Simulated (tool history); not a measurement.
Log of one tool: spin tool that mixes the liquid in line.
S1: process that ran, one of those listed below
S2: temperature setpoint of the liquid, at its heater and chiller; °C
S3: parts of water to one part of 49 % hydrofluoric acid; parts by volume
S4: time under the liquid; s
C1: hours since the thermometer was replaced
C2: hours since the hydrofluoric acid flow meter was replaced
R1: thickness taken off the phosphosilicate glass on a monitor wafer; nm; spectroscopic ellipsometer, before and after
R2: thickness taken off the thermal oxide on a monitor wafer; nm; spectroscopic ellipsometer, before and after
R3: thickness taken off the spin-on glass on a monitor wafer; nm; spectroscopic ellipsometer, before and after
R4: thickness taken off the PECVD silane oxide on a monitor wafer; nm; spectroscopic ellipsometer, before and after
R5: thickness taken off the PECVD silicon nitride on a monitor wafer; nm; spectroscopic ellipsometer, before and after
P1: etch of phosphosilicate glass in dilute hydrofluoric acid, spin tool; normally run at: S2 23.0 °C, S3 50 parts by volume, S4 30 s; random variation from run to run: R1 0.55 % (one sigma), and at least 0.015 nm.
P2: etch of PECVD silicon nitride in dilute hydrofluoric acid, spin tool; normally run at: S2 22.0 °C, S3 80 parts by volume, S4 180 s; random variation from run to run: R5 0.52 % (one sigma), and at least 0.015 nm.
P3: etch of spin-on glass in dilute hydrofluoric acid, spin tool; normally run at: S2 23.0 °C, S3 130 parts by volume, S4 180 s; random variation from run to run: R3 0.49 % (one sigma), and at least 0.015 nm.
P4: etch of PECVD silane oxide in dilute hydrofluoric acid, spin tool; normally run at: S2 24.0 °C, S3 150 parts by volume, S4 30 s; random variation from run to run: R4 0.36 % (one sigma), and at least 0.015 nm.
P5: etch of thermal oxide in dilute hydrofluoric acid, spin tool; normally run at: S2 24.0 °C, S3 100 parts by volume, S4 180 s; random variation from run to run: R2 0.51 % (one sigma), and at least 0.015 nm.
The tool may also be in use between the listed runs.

run,hour,S1,S2,S3,S4,C1,C2,R1,R2,R3,R4,R5
1,10.6,P1,23.0,50,30,249.5,338.8,59.948,,,,
2,19.7,P1,27.0,50,30,258.6,347.9,70.110,,,,
3,31.2,P5,24.0,100,180,270.1,359.4,,8.0480,,,
4,37.8,P1,23.0,85,15,276.7,366.0,16.827,,,,
5,45.1,P1,17.0,50,15,284.0,373.3,22.975,,,,
6,56.4,P3,23.0,130,15,295.3,384.6,,,2.173,,
7,62.7,P4,24.0,150,15,301.6,390.9,,,,4.9362,
8,74.1,P1,23.0,50,30,313.0,402.3,59.699,,,,
9,83.6,P5,24.0,100,75,322.5,411.8,,3.3517,,,
10,94.7,P1,23.0,50,30,333.6,422.9,59.860,,,,
11,101.6,P2,26.5,80,180,340.5,429.8,,,,,14.95300
12,113.5,P1,23.0,50,50,352.4,441.7,99.939,,,,
13,126.2,P4,17.0,150,30,365.1,454.4,,,,7.3786,
14,139.6,P5,32.5,100,180,378.5,467.8,,11.2050,,,
15,152.5,P2,22.0,80,180,391.4,480.7,,,,,11.20400
16,162.0,P2,22.0,80,15,400.9,490.2,,,,,0.92503
17,169.6,P3,23.0,75,180,408.5,497.8,,,48.301,,
18,182.5,P4,24.0,150,30,421.4,510.7,,,,9.8230,
19,191.4,P3,17.0,130,180,430.3,519.6,,,20.125,,
20,201.9,P4,24.0,40,30,440.8,530.1,,,,41.9370,
21,211.3,P1,23.0,50,30,450.2,539.5,59.842,,,,
22,217.7,P3,23.0,130,180,456.6,545.9,,,26.107,,
23,226.8,P1,23.0,80,30,465.7,555.0,36.492,,,,
24,240.4,P5,24.0,60,180,479.3,568.6,,14.2830,,,
25,246.5,P2,22.0,115,180,485.4,574.7,,,,,7.75120
26,252.6,P1,17.0,50,30,491.5,580.8,46.400,,,,
27,265.0,P1,23.0,30,30,503.9,593.2,102.230,,,,
28,272.2,P1,23.0,50,15,511.1,600.4,29.661,,,,
29,283.0,P1,23.0,50,30,521.9,611.2,59.664,,,,
30,290.4,P1,23.0,50,30,529.3,618.6,60.548,,,,
31,300.6,P5,24.0,100,180,539.5,628.8,,8.1297,,,
32,311.4,P1,23.0,50,30,550.3,639.6,60.275,,,,
33,323.3,P1,23.0,50,30,562.2,651.5,57.614,,,,
34,334.6,P1,23.0,50,30,573.5,662.8,56.444,,,,
35,346.2,P1,23.0,50,30,585.1,674.4,55.149,,,,
36,352.3,P1,23.0,50,30,591.2,680.5,55.471,,,,
37,359.7,P1,23.0,50,30,598.6,687.9,55.595,,,,
38,369.4,P1,23.0,50,30,608.3,697.6,54.997,,,,
39,376.7,P1,23.0,50,30,615.6,704.9,55.524,,,,

What P1 gives has crept away from where it was. These 2 causes fit the log equally well, each at the size given:
A: hydrofluoric acid flow below the setpoint (%) = 7.43
B: liquid colder than its thermometer reads (K) = 1.98
The creep began at about hour 311.4.

4 check runs are offered, one wafer each, their results left as question marks. Which one tells the causes apart?
check 1,384.0,P3,19.0,130,40,,,,,?,,
check 2,384.0,P4,18.0,80,30,,,,,,?,
check 3,384.0,P5,30.0,100,105,,,,?,,,
check 4,384.0,P2,22.0,80,115,,,,,,,?

What each check would give under each cause:
check,result,if A,if B
check 1,R3,4.4914,4.5214
check 2,R4,14.2840,14.2790
check 3,R2,5.4585,5.5332
check 4,R5,6.56700,6.19020
How far apart the two closest causes lie, in the result that separates them most: check 1 0.67 %; check 2 0.03 %; check 3 1.36 %; check 4 5.91 %
Only check 4 tells the causes apart: in the others they would give nearly the same result.

Then check 4 was run and gave: R5 6.51000 nm. Which cause is it?

It is A: hydrofluoric acid flow below the setpoint (%).
